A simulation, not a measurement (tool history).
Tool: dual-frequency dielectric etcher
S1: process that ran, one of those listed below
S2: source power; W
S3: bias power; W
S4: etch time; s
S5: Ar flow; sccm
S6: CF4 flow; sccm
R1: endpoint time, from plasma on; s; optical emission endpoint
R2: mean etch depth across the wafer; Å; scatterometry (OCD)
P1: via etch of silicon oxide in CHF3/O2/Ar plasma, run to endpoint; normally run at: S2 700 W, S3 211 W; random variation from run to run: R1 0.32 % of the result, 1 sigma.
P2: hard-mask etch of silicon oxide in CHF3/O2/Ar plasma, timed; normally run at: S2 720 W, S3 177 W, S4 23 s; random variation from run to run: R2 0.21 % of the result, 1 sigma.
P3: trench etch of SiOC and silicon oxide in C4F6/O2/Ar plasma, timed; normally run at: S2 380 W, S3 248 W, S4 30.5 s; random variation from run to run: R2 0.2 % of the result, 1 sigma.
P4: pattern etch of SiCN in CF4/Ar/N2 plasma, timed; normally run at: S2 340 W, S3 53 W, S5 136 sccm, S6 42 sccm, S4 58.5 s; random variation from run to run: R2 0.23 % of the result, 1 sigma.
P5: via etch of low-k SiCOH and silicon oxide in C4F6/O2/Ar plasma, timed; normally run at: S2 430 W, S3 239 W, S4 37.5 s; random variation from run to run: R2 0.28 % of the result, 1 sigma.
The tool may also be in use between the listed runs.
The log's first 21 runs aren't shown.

run	hour	S1	S2	S3	S4	S5	S6	R1	R2
22	255.4	P1	700	211				307.73	
23	266	P4	340	53	58.5	136	58		320.92
24	276.8	P5	430	239	37.5				1097.7
25	293.1	P1	700	142				352.26	
26	301.6	P2	720	177	33				696.93
27	312.8	P4	340	53	58.5	101	42		318.22
28	321.9	P5	430	239	37.5				1092.2
29	332.6	P4	340	65	58.5	136	42		326.43
30	347.2	P3	380	190	30.5				601.75
31	357.2	P1	420	211				374.24	
32	371.2	P3	510	248	30.5				735.42
33	387	P4	340	53	58.5	136	42		302.88
34	402.9	P1	700	211				305.39	
35	412.4	P1	700	211				308.03	
36	424.8	P1	700	211				305.7	
37	435.8	P1	700	211				305.5	
38	451.4	P1	700	211				302.82	

Forecast run 39:
39	463.9	P1	700	211				?	

R1: 303.44 s

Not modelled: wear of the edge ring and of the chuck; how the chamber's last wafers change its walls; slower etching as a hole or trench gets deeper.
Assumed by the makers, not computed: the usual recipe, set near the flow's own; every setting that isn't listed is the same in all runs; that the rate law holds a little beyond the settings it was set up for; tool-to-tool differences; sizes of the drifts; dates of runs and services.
